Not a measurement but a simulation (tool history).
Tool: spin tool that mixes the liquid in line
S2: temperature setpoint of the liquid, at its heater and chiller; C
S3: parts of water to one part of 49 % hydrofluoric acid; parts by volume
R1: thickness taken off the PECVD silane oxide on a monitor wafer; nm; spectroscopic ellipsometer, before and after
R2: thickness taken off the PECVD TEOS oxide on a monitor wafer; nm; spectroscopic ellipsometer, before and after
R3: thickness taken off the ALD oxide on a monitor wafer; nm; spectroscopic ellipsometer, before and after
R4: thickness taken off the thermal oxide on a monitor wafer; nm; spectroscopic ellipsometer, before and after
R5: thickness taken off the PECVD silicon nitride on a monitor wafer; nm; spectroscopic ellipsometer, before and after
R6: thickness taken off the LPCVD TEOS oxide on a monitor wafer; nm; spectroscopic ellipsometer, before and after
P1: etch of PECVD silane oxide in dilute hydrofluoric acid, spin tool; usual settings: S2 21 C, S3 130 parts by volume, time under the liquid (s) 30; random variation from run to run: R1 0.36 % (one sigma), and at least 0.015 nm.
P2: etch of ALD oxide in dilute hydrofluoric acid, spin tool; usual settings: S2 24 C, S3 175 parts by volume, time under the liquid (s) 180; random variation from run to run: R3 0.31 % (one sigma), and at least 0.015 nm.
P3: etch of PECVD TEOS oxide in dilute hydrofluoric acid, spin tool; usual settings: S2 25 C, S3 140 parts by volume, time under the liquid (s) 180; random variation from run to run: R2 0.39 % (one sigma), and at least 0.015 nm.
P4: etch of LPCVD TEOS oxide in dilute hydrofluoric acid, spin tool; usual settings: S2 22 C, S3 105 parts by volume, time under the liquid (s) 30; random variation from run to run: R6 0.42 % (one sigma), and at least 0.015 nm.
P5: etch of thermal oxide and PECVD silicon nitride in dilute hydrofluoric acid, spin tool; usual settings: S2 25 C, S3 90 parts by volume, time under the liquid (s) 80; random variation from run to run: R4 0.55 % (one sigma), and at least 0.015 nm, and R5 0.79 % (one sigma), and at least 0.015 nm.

Run 1, hour 9.9: process that ran P1, S2 21 C, S3 130 parts by volume, time under the liquid (s) 30. Result: R1 10.148 nm.
Run 2, hour 25.1: process that ran P3, S2 25 C, S3 40 parts by volume, time under the liquid (s) 180. Result: R2 56.71 nm.
Run 3, hour 37.3: process that ran P1, S2 21 C, S3 130 parts by volume, time under the liquid (s) 30. Result: R1 10.076 nm.
Run 4, hour 51: process that ran P2, S2 24 C, S3 175 parts by volume, time under the liquid (s) 15. Result: R3 1.3881 nm.
Run 5, hour 63.6: process that ran P1, S2 21 C, S3 70 parts by volume, time under the liquid (s) 30. Result: R1 20.28 nm.
Run 6, hour 74.2: process that ran P1, S2 21 C, S3 130 parts by volume, time under the liquid (s) 30. Result: R1 10.147 nm.
Run 7, hour 87.6: process that ran P5, S2 25 C, S3 90 parts by volume, time under the liquid (s) 80. Result: R4 4.598 nm, R5 3.3177 nm.
Run 8, hour 104.1: process that ran P2, S2 24 C, S3 325 parts by volume, time under the liquid (s) 180. Result: R3 7.5994 nm.
Run 9, hour 122: process that ran P4, S2 22 C, S3 180 parts by volume, time under the liquid (s) 30. Result: R6 7.7031 nm.
Run 10, hour 131.4: process that ran P1, S2 17 C, S3 130 parts by volume, time under the liquid (s) 15. Result: R1 4.307 nm.
Run 11, hour 145.1: process that ran P1, S2 21 C, S3 130 parts by volume, time under the liquid (s) 30. Result: R1 10.116 nm.
Run 12, hour 163.3: process that ran P4, S2 30 C, S3 105 parts by volume, time under the liquid (s) 30. Result: R6 19.552 nm.
Run 13, hour 179.4: process that ran P5, S2 17 C, S3 90 parts by volume, time under the liquid (s) 80. Result: R4 3.3136 nm, R5 1.9088 nm.
Run 14, hour 188: process that ran P4, S2 22 C, S3 105 parts by volume, time under the liquid (s) 65. Result: R6 31.178 nm.
Run 15, hour 201.9: process that ran P3, S2 19.5 C, S3 140 parts by volume, time under the liquid (s) 180. Result: R2 11.495 nm.
Run 16, hour 210.1: process that ran P1, S2 27.5 C, S3 215 parts by volume, time under the liquid (s) 30. Result: R1 7.1283 nm.
Run 17, hour 223.3: process that ran P2, S2 17.5 C, S3 175 parts by volume, time under the liquid (s) 180. Result: R3 12.802 nm.
Run 18, hour 232: process that ran P1, S2 17 C, S3 130 parts by volume, time under the liquid (s) 15. Result: R1 4.3212 nm.
Run 19, hour 243.1: process that ran P3, S2 25 C, S3 140 parts by volume, time under the liquid (s) 300. Result: R2 23.841 nm.
Run 20, hour 254.3: process that ran P1, S2 27 C, S3 130 parts by volume, time under the liquid (s) 30. Result: R1 12.785 nm.
Run 21, hour 269.7: process that ran P1, S2 21 C, S3 130 parts by volume, time under the liquid (s) 30. Result: R1 10.122 nm.
Run 22, hour 280.9: process that ran P1, S2 17 C, S3 130 parts by volume, time under the liquid (s) 30. Result: R1 8.6245 nm.
Run 23, hour 298.2: process that ran P3, S2 25 C, S3 140 parts by volume, time under the liquid (s) 180. Result: R2 14.257 nm.
Run 24, hour 313.7: process that ran P4, S2 22 C, S3 105 parts by volume, time under the liquid (s) 30. Result: R6 14.44 nm.
Run 25, hour 324.5: process that ran P1, S2 21 C, S3 130 parts by volume, time under the liquid (s) 15. Result: R1 5.0691 nm.
Run 26, hour 337.8: process that ran P1, S2 21 C, S3 130 parts by volume, time under the liquid (s) 50. Result: R1 16.872 nm.
Run 27, hour 353.7: process that ran P1, S2 21 C, S3 130 parts by volume, time under the liquid (s) 30. Result: R1 10.09 nm.
Run 28, hour 370.8: process that ran P5, S2 25 C, S3 90 parts by volume, time under the liquid (s) 15. Result: R4 0.85312 nm, R5 0.62072 nm.
Run 29, hour 379.1: process that ran P1, S2 21 C, S3 200 parts by volume, time under the liquid (s) 30. Result: R1 6.1457 nm.
Run 30, hour 391.1: process that ran P5, S2 25 C, S3 55 parts by volume, time under the liquid (s) 80. Result: R4 7.9159 nm, R5 5.3134 nm.
Run 31, hour 399: process that ran P2, S2 24 C, S3 175 parts by volume, time under the liquid (s) 180. Result: R3 16.56 nm.
Run 32, hour 414: process that ran P1, S2 21 C, S3 130 parts by volume, time under the liquid (s) 30. Result: R1 10.184 nm.
Run 33, hour 424.8: process that ran P1, S2 21 C, S3 130 parts by volume, time under the liquid (s) 30. Result: R1 10.428 nm.
Run 34, hour 436.7: process that ran P1, S2 21 C, S3 130 parts by volume, time under the liquid (s) 30. Result: R1 10.658 nm.
Run 35, hour 454.3: process that ran P1, S2 21 C, S3 130 parts by volume, time under the liquid (s) 30. Result: R1 10.858 nm.
Run 36, hour 470: process that ran P1, S2 21 C, S3 130 parts by volume, time under the liquid (s) 30. Result: R1 10.856 nm.
Run 37, hour 487.9: process that ran P1, S2 21 C, S3 130 parts by volume, time under the liquid (s) 30. Result: R1 10.94 nm.
Run 38, hour 502: process that ran P1, S2 21 C, S3 130 parts by volume, time under the liquid (s) 30. Result: R1 10.964 nm.

Forecast run 39:
Run 39, hour 513: process that ran P1, S2 21 C, S3 130 parts by volume, time under the liquid (s) 30. Result: R1 ?.

R1: 11.044 nm
